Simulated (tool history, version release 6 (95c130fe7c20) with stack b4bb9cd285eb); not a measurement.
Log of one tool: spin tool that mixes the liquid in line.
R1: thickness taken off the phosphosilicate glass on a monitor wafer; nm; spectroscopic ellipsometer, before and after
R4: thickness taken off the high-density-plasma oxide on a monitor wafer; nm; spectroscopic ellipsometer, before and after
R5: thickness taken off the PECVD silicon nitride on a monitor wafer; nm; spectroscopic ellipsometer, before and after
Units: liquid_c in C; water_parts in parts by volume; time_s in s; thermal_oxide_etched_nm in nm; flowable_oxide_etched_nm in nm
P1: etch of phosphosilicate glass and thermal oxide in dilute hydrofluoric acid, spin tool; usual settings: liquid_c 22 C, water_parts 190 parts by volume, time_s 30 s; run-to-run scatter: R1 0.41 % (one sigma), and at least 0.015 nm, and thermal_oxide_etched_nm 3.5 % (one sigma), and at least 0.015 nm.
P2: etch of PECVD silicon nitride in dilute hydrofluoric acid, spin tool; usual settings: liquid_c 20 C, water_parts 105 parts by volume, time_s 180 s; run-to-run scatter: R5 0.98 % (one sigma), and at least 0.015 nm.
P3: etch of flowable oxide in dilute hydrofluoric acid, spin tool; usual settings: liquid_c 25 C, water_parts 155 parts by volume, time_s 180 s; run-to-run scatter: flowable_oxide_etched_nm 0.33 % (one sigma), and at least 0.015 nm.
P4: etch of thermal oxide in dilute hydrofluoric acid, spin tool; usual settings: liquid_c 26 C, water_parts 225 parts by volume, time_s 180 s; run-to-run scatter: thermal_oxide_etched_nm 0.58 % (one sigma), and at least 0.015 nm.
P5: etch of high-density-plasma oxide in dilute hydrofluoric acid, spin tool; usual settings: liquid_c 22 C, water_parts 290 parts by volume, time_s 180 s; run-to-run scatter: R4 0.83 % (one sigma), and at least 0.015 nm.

run 1 hour=15.4 | process=P1 liquid_c=22 water_parts=190 time_s=30 | R1=11.145 thermal_oxide_etched_nm=0.57058
run 2 hour=26.6 | process=P3 liquid_c=25 water_parts=220 time_s=180 | flowable_oxide_etched_nm=20.33
run 3 hour=35.3 | process=P5 liquid_c=17 water_parts=290 time_s=180 | R4=2.1156
run 4 hour=44.2 | process=P5 liquid_c=22 water_parts=290 time_s=180 | R4=2.5356
run 5 hour=57.6 | process=P4 liquid_c=26 water_parts=360 time_s=180 | thermal_oxide_etched_nm=1.8308
run 6 hour=72.1 | process=P1 liquid_c=26 water_parts=190 time_s=30 | R1=12.809 thermal_oxide_etched_nm=0.72449
run 7 hour=79.9 | process=P1 liquid_c=17 water_parts=190 time_s=30 | R1=9.0611 thermal_oxide_etched_nm=0.47971
run 8 hour=95.3 | process=P1 liquid_c=22 water_parts=40 time_s=30 | R1=63.097 thermal_oxide_etched_nm=3.5388
run 9 hour=105.5 | process=P3 liquid_c=25 water_parts=155 time_s=365 | flowable_oxide_etched_nm=63.16
run 10 hour=120.3 | process=P5 liquid_c=22 water_parts=135 time_s=180 | R4=6.3958
run 11 hour=131.1 | process=P1 liquid_c=22 water_parts=190 time_s=30 | R1=11.216 thermal_oxide_etched_nm=0.60346
run 12 hour=140.4 | process=P5 liquid_c=22 water_parts=290 time_s=315 | R4=4.4464
run 13 hour=152.3 | process=P1 liquid_c=22 water_parts=190 time_s=30 | R1=11.114 thermal_oxide_etched_nm=0.57378
run 14 hour=164.8 | process=P3 liquid_c=32 water_parts=155 time_s=180 | flowable_oxide_etched_nm=40.196
run 15 hour=178.1 | process=P1 liquid_c=22 water_parts=190 time_s=15 | R1=5.5238 thermal_oxide_etched_nm=0.30184
run 16 hour=188.8 | process=P1 liquid_c=22 water_parts=330 time_s=30 | R1=5.5743 thermal_oxide_etched_nm=0.29458
run 17 hour=198.9 | process=P2 liquid_c=20 water_parts=105 time_s=180 | R5=2.2272
run 18 hour=213.3 | process=P4 liquid_c=26 water_parts=225 time_s=285 | thermal_oxide_etched_nm=5.3014
run 19 hour=225.9 | process=P1 liquid_c=22 water_parts=190 time_s=50 | R1=18.385 thermal_oxide_etched_nm=0.97913
run 20 hour=236.3 | process=P3 liquid_c=25 water_parts=155 time_s=180 | flowable_oxide_etched_nm=30.88
run 21 hour=246.3 | process=P4 liquid_c=26 water_parts=225 time_s=180 | thermal_oxide_etched_nm=3.3433

Forecast run 22:
run 22 hour=258.9 | process=P4 liquid_c=26 water_parts=225 time_s=180 | thermal_oxide_etched_nm=?

{"run 22": {"thermal_oxide_etched_nm": 3.295}}

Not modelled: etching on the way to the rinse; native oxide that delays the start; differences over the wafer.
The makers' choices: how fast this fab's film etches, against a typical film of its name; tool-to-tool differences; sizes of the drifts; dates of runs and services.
